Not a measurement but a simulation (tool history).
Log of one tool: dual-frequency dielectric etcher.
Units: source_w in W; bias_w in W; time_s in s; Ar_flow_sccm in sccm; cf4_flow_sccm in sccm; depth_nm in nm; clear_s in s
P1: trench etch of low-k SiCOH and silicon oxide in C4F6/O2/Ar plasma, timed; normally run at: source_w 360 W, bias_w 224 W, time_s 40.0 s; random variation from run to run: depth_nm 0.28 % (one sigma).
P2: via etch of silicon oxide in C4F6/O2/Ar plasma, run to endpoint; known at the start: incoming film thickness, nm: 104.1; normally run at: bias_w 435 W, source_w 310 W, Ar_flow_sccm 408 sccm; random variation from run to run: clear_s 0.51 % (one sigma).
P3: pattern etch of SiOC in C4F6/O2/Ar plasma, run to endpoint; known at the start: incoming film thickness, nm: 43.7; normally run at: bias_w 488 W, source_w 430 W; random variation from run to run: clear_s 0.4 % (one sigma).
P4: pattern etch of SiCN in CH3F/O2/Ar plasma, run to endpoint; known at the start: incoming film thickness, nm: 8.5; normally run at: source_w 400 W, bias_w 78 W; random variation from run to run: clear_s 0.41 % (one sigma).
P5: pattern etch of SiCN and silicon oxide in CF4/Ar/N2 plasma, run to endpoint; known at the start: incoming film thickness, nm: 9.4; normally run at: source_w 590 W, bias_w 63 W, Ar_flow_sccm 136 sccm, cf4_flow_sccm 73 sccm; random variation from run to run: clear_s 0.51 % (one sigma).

| run | hour | process | source_w | bias_w | time_s | Ar_flow_sccm | cf4_flow_sccm | hours since the last wet clean | hours since the last source power generator calibration | hours since the last bias power generator calibration | depth_nm | clear_s |
|---|---|---|---|---|---|---|---|---|---|---|---|---|
| 1 | 13.8 | P1 | 360 | 224 | 40.0 |  |  | 207.5 | 687.5 | 318.5 | 136.980 |  |
| 2 | 27.4 | P2 | 310 | 435 |  | 408 |  | 221.1 | 701.1 | 332.1 |  | 28.1020 |
| 3 | 36.0 | P5 | 590 | 63 |  | 136 | 98 | 229.7 | 709.7 | 340.7 |  | 8.8735 |
| 4 | 45.3 | P1 | 360 | 224 | 40.0 |  |  | 239.0 | 719.0 | 350.0 | 136.860 |  |
| 5 | 61.5 | P3 | 430 | 488 |  |  |  | 255.2 | 735.2 | 366.2 |  | 14.3400 |
| 6 | 75.4 | P1 | 230 | 224 | 40.0 |  |  | 269.1 | 749.1 | 380.1 | 115.440 |  |
| 7 | 89.8 | P1 | 360 | 224 | 22.0 |  |  | 283.5 | 763.5 | 394.5 | 75.518 |  |
| 8 | 104.9 | P4 | 400 | 97 |  |  |  | 298.6 | 778.6 | 409.6 |  | 20.8070 |
| 9 | 114.7 | P1 | 360 | 224 | 40.0 |  |  | 308.4 | 788.4 | 419.4 | 136.470 |  |
| 10 | 125.6 | P1 | 480 | 224 | 40.0 |  |  | 319.3 | 799.3 | 430.3 | 153.990 |  |
| 11 | 133.5 | P4 | 400 | 78 |  |  |  | 327.2 | 807.2 | 438.2 |  | 22.4960 |
| 12 | 146.0 | P2 | 190 | 435 |  | 408 |  | 339.7 | 819.7 | 450.7 |  | 33.7080 |
| 13 | 156.2 | P5 | 830 | 63 |  | 136 | 73 | 349.9 | 829.9 | 460.9 |  | 6.8980 |
| 14 | 168.5 | P4 | 530 | 78 |  |  |  | 362.2 | 842.2 | 473.2 |  | 20.3440 |
| 15 | 182.2 | P1 | 360 | 285 | 40.0 |  |  | 375.9 | 855.9 | 486.9 | 148.530 |  |
| 16 | 197.9 | P1 | 360 | 224 | 59.5 |  |  | 391.6 | 871.6 | 502.6 | 203.790 |  |
| 17 | 209.3 | P3 | 430 | 649 |  |  |  | 403.0 | 883.0 | 514.0 |  | 12.9700 |
| 18 | 219.5 | P1 | 360 | 224 | 40.0 |  |  | 413.2 | 893.2 | 524.2 | 137.580 |  |
| 19 | 230.2 | P4 | 400 | 78 |  |  |  | 423.9 | 903.9 | 534.9 |  | 22.5590 |
|  | 238.7 | source power generator calibrated |
| 20 | 245.4 | P2 | 310 | 519 |  | 408 |  | 439.1 | 6.8 | 550.1 |  | 26.6140 |
| 21 | 259.0 | P5 | 590 | 63 |  | 136 | 73 | 452.7 | 20.4 | 563.7 |  | 9.2824 |
| 22 | 272.3 | P1 | 430 | 224 | 49.0 |  |  | 466.0 | 33.7 | 577.0 | 180.490 |  |
| 23 | 286.0 | P1 | 420 | 224 | 48.0 |  |  | 479.7 | 47.4 | 590.7 | 174.860 |  |
| 24 | 293.0 | P1 | 360 | 164 | 40.0 |  |  | 486.7 | 54.4 | 597.7 | 123.970 |  |
| 25 | 305.4 | P2 | 310 | 435 |  | 499 |  | 499.1 | 66.8 | 610.1 |  | 28.8880 |
| 26 | 321.5 | P5 | 590 | 63 |  | 136 | 73 | 515.2 | 82.9 | 626.2 |  | 9.3033 |
| 27 | 330.3 | P5 | 590 | 63 |  | 80 | 73 | 524.0 | 91.7 | 635.0 |  | 8.6089 |
| 28 | 344.5 | P3 | 250 | 488 |  |  |  | 538.2 | 105.9 | 649.2 |  | 17.5230 |
| 29 | 357.5 | P5 | 590 | 40 |  | 136 | 73 | 551.2 | 118.9 | 662.2 |  | 10.7960 |
| 30 | 372.2 | P1 | 360 | 224 | 40.0 |  |  | 565.9 | 133.6 | 676.9 | 137.300 |  |
| 31 | 386.5 | P1 | 360 | 224 | 40.0 |  |  | 580.2 | 147.9 | 691.2 | 137.920 |  |
| 32 | 399.1 | P1 | 360 | 224 | 40.0 |  |  | 592.8 | 160.5 | 703.8 | 138.360 |  |
| 33 | 413.3 | P1 | 360 | 224 | 40.0 |  |  | 607.0 | 174.7 | 718.0 | 139.160 |  |
| 34 | 426.8 | P1 | 360 | 224 | 40.0 |  |  | 620.5 | 188.2 | 731.5 | 138.720 |  |
| 35 | 440.2 | P1 | 360 | 224 | 40.0 |  |  | 633.9 | 201.6 | 744.9 | 138.390 |  |
|  | 440.6 | wet clean of the chamber |
| 36 | 452.7 | P1 | 360 | 224 | 40.0 |  |  | 12.1 | 214.1 | 757.4 | 138.920 |  |
| 37 | 469.0 | P1 | 360 | 224 | 40.0 |  |  | 28.4 | 230.4 | 773.7 | 138.720 |  |
| 38 | 478.5 | P1 | 360 | 224 | 40.0 |  |  | 37.9 | 239.9 | 783.2 | 138.800 |  |

What P1 gives has crept away from where it was. These 2 causes fit the log equally well, each at the size given:
A: source power that arrives over what is set, % = 3.75
B: bias power that arrives over what is set, % = 4.32
The creep began at about hour 372.2.
Why every other cause is out:
chamber walls in a state that raises the etch rate, %: serviced at hour 440.6, which brought nothing back

4 check runs are offered, each on 5 wafers whose results are averaged, their results left as question marks. Which one tells the causes apart?
| check 1 | 488.0 | P2 | 230 | 435 |  | 408 |  |  |  |  |  | ? |
| check 2 | 488.0 | P4 | 520 | 95 |  |  |  |  |  |  |  | ? |
| check 3 | 488.0 | P3 | 300 | 648 |  |  |  |  |  |  |  | ? |
| check 4 | 488.0 | P5 | 800 | 63 |  | 82 | 73 |  |  |  |  | ? |

What each check would give under each cause:
| check | result | if A | if B |
|---|---|---|---|
| check 1 | clear_s | 31.0580 | 30.9820 |
| check 2 | clear_s | 18.7080 | 18.6720 |
| check 3 | clear_s | 14.4950 | 14.4490 |
| check 4 | clear_s | 6.3291 | 6.4583 |
How far apart the two closest causes lie, in the result that separates them most: check 1 0.24 %; check 2 0.19 %; check 3 0.32 %; check 4 2.02 %
Only check 4 tells the causes apart: in the others they would give nearly the same result.

Check 4 was then run and gave: clear_s 6.3202 s. Which cause is it?

It is A: source power that arrives over what is set, %.

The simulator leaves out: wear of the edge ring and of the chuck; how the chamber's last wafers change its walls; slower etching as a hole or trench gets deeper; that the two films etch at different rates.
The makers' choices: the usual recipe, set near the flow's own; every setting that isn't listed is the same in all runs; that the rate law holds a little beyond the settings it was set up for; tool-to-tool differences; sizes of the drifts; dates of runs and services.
